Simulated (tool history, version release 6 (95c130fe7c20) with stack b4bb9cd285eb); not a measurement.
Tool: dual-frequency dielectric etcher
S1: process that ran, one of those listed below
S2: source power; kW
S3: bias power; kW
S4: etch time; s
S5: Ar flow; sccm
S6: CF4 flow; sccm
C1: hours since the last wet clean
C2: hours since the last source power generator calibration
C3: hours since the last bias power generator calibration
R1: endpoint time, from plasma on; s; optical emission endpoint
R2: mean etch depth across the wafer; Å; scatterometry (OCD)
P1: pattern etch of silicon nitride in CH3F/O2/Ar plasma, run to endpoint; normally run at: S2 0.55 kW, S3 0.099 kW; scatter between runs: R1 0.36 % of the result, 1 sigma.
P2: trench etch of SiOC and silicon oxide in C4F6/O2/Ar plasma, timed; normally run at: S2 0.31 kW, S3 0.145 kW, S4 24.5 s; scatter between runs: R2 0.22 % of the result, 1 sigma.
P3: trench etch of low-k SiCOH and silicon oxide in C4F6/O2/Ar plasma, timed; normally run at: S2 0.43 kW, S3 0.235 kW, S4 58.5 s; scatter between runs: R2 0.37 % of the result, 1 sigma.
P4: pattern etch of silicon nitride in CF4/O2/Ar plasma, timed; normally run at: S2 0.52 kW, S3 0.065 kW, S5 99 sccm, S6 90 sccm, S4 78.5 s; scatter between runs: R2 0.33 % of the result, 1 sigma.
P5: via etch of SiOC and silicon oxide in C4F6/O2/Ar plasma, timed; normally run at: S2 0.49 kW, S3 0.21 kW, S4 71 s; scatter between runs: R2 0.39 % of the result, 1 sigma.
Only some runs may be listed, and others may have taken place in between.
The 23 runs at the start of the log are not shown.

{"run": 24, "hour": 255.7, "S1": "P1", "S2": 0.55, "S3": 0.099, "C1": 329.5, "C2": 649.4, "C3": 823.6, "R1": 59.033}
{"run": 25, "hour": 267.8, "S1": "P5", "S2": 0.49, "S3": 0.21, "S4": 105.5, "C1": 341.6, "C2": 661.5, "C3": 835.7, "R2": 1335.7}
{"run": 26, "hour": 277.5, "S1": "P1", "S2": 0.55, "S3": 0.099, "C1": 351.3, "C2": 671.2, "C3": 845.4, "R1": 59.057}
{"run": 27, "hour": 286.5, "S1": "P2", "S2": 0.4, "S3": 0.145, "S4": 24.5, "C1": 360.3, "C2": 680.2, "C3": 854.4, "R2": 456.12}
{"run": 28, "hour": 293.9, "S1": "P2", "S2": 0.31, "S3": 0.145, "S4": 24.5, "C1": 367.7, "C2": 687.6, "C3": 861.8, "R2": 412.33}
{"run": 29, "hour": 308.5, "S1": "P3", "S2": 0.57, "S3": 0.235, "S4": 58.5, "C1": 382.3, "C2": 702.2, "C3": 876.4, "R2": 2350.5}
{"run": 30, "hour": 322.1, "S1": "P1", "S2": 0.55, "S3": 0.099, "C1": 395.9, "C2": 715.8, "C3": 890, "R1": 59.437}
{"run": 31, "hour": 330.3, "S1": "P4", "S2": 0.52, "S3": 0.065, "S4": 78.5, "S5": 99, "S6": 90, "C1": 404.1, "C2": 724, "C3": 898.2, "R2": 1684.2}
{"run": 32, "hour": 339.6, "S1": "P3", "S2": 0.43, "S3": 0.235, "S4": 58.5, "C1": 413.4, "C2": 733.3, "C3": 907.5, "R2": 2110.9}
{"run": 33, "hour": 348.5, "S1": "P4", "S2": 0.31, "S3": 0.065, "S4": 78.5, "S5": 99, "S6": 90, "C1": 422.3, "C2": 742.2, "C3": 916.4, "R2": 1077.1}
{"run": 34, "hour": 364.1, "S1": "P5", "S2": 0.58, "S3": 0.21, "S4": 71, "C1": 437.9, "C2": 757.8, "C3": 932, "R2": 957.54}
{"run": 35, "hour": 376.2, "S1": "P1", "S2": 0.55, "S3": 0.099, "C1": 450, "C2": 769.9, "C3": 944.1, "R1": 59.582}
{"run": 36, "hour": 389.9, "S1": "P1", "S2": 0.55, "S3": 0.099, "C1": 463.7, "C2": 783.6, "C3": 957.8, "R1": 59.39}
{"run": 37, "hour": 405.5, "S1": "P1", "S2": 0.55, "S3": 0.099, "C1": 479.3, "C2": 799.2, "C3": 973.4, "R1": 59.852}

Forecast run 38:
{"run": 38, "hour": 417.4, "S1": "P1", "S2": 0.55, "S3": 0.099, "C1": 491.2, "C2": 811.1, "C3": 985.3, "R1": "?"}

{"run 38": {"R1": 59.944}}
